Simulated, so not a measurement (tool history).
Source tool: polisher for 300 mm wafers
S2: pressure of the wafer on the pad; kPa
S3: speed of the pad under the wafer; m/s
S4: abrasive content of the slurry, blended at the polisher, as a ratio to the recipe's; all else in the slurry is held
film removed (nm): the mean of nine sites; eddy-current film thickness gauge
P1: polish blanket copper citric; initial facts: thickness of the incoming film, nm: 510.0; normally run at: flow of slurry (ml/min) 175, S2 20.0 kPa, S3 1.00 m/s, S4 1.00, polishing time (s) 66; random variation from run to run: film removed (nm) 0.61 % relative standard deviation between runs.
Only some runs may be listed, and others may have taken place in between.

Run 1, day 0.250: flow of slurry (ml/min) 175, S2 20.0 kPa, S3 1.00 m/s, S4 1.00, polishing time (s) 66. Result: film removed (nm) 132.410.
Run 2, day 0.504: flow of slurry (ml/min) 175, S2 20.0 kPa, S3 1.00 m/s, S4 1.00, polishing time (s) 66. Result: film removed (nm) 132.300.
Run 3, day 0.875: flow of slurry (ml/min) 175, S2 20.0 kPa, S3 1.58 m/s, S4 1.00, polishing time (s) 66. Result: film removed (nm) 210.580.
Run 4, day 1.233: flow of slurry (ml/min) 175, S2 20.0 kPa, S3 1.00 m/s, S4 1.00, polishing time (s) 90. Result: film removed (nm) 180.830.
Run 5, day 1.558: flow of slurry (ml/min) 175, S2 20.0 kPa, S3 1.00 m/s, S4 1.00, polishing time (s) 66. Result: film removed (nm) 134.570.
Run 6, day 1.879: flow of slurry (ml/min) 120, S2 20.0 kPa, S3 1.00 m/s, S4 1.00, polishing time (s) 66. Result: film removed (nm) 123.820.
Run 7, day 2.246: flow of slurry (ml/min) 175, S2 20.0 kPa, S3 1.00 m/s, S4 0.55, polishing time (s) 66. Result: film removed (nm) 117.440.
Run 8, day 2.475: flow of slurry (ml/min) 175, S2 20.0 kPa, S3 1.00 m/s, S4 1.00, polishing time (s) 66. Result: film removed (nm) 134.750.
Run 9, day 2.742: flow of slurry (ml/min) 175, S2 20.0 kPa, S3 1.00 m/s, S4 1.25, polishing time (s) 43. Result: film removed (nm) 91.154.
Run 10, day 3.121: flow of slurry (ml/min) 175, S2 10.3 kPa, S3 1.00 m/s, S4 1.00, polishing time (s) 46. Result: film removed (nm) 49.547.
Run 11, day 3.367: flow of slurry (ml/min) 175, S2 20.0 kPa, S3 0.52 m/s, S4 1.00, polishing time (s) 66. Result: film removed (nm) 70.875.
At day 3.733: slurry nozzle cleaned.
Run 12, day 3.779: flow of slurry (ml/min) 175, S2 31.0 kPa, S3 1.00 m/s, S4 1.00, polishing time (s) 66. Result: film removed (nm) 206.240.
Run 13, day 4.038: flow of slurry (ml/min) 220, S2 20.0 kPa, S3 1.00 m/s, S4 1.00, polishing time (s) 66. Result: film removed (nm) 137.070.
Run 14, day 4.442: flow of slurry (ml/min) 175, S2 20.0 kPa, S3 1.00 m/s, S4 1.00, polishing time (s) 30. Result: film removed (nm) 60.865.
Run 15, day 4.879: flow of slurry (ml/min) 175, S2 20.0 kPa, S3 1.00 m/s, S4 1.30, polishing time (s) 66. Result: film removed (nm) 142.420.
Run 16, day 5.108: flow of slurry (ml/min) 135, S2 20.0 kPa, S3 1.00 m/s, S4 1.45, polishing time (s) 66. Result: film removed (nm) 138.310.
Run 17, day 5.588: flow of slurry (ml/min) 175, S2 9.7 kPa, S3 1.00 m/s, S4 1.00, polishing time (s) 66. Result: film removed (nm) 66.447.
Run 18, day 6.021: flow of slurry (ml/min) 175, S2 20.0 kPa, S3 1.00 m/s, S4 1.00, polishing time (s) 66. Result: film removed (nm) 133.780.
Run 19, day 6.450: flow of slurry (ml/min) 175, S2 20.0 kPa, S3 1.00 m/s, S4 1.00, polishing time (s) 66. Result: film removed (nm) 127.130.
Run 20, day 6.754: flow of slurry (ml/min) 175, S2 20.0 kPa, S3 1.00 m/s, S4 1.00, polishing time (s) 66. Result: film removed (nm) 124.440.
Run 21, day 7.142: flow of slurry (ml/min) 175, S2 20.0 kPa, S3 1.00 m/s, S4 1.00, polishing time (s) 66. Result: film removed (nm) 123.730.
Run 22, day 7.388: flow of slurry (ml/min) 175, S2 20.0 kPa, S3 1.00 m/s, S4 1.00, polishing time (s) 66. Result: film removed (nm) 121.520.
At day 7.571: head pressure recalibrated.
At day 7.612: slurry blender recalibrated.
Run 23, day 7.850: flow of slurry (ml/min) 175, S2 20.0 kPa, S3 1.00 m/s, S4 1.00, polishing time (s) 66. Result: film removed (nm) 121.640.
Run 24, day 8.192: flow of slurry (ml/min) 175, S2 20.0 kPa, S3 1.00 m/s, S4 1.00, polishing time (s) 66. Result: film removed (nm) 122.260.

The log shows P1 creeping away from where it was. Any of the 2 causes listed here, at the size stated for it, fits the log just as well as the others:
A: removal rate lost through wear of the pad, % = 8.91
B: slurry flow missing at the pad, % = 38.8
The creep began at about day 6.021.
All other causes, with the reason each is excluded:
head's pressure below its setpoint, %: its service at day 7.571 followed the start of the drift and did not put the process back to its old value
abrasive missing from the slurry, %: its service at day 7.612 followed the start of the drift and did not put the process back to its old value

The list below offers 4 check runs, each averaging the results of 2 wafers, and shows each result as a question mark. For which of them would the listed causes give clearly different results?
Run check 1, day 8.533: flow of slurry (ml/min) 175, S2 20.0 kPa, S3 1.00 m/s, S4 0.80, polishing time (s) 66. Result: film removed (nm) ?.
Run check 2, day 8.533: flow of slurry (ml/min) 125, S2 20.0 kPa, S3 1.00 m/s, S4 1.00, polishing time (s) 66. Result: film removed (nm) ?.
Run check 3, day 8.533: flow of slurry (ml/min) 175, S2 20.0 kPa, S3 1.00 m/s, S4 0.60, polishing time (s) 84. Result: film removed (nm) ?.
Run check 4, day 8.533: flow of slurry (ml/min) 175, S2 24.1 kPa, S3 1.54 m/s, S4 1.00, polishing time (s) 66. Result: film removed (nm) ?.

Expected result of each check under each candidate cause:
  check             result     if A     if B
check 1  film removed (nm)  115.930  115.920
check 2  film removed (nm)  114.520  110.820
check 3  film removed (nm)  139.110  139.100
check 4  film removed (nm)  223.280  223.270
Gap, in per cent, between the two causes that each check separates least, read from the result that separates them most: check 1 0 %; check 2 3.28 %; check 3 0 %; check 4 0 %
Check 2 tells the causes apart: in the others they would give nearly the same result.

Check 2 was then run and gave: film removed (nm) 114.840. Which cause is it?

The correct cause is A, namely: removal rate lost through wear of the pad, %.
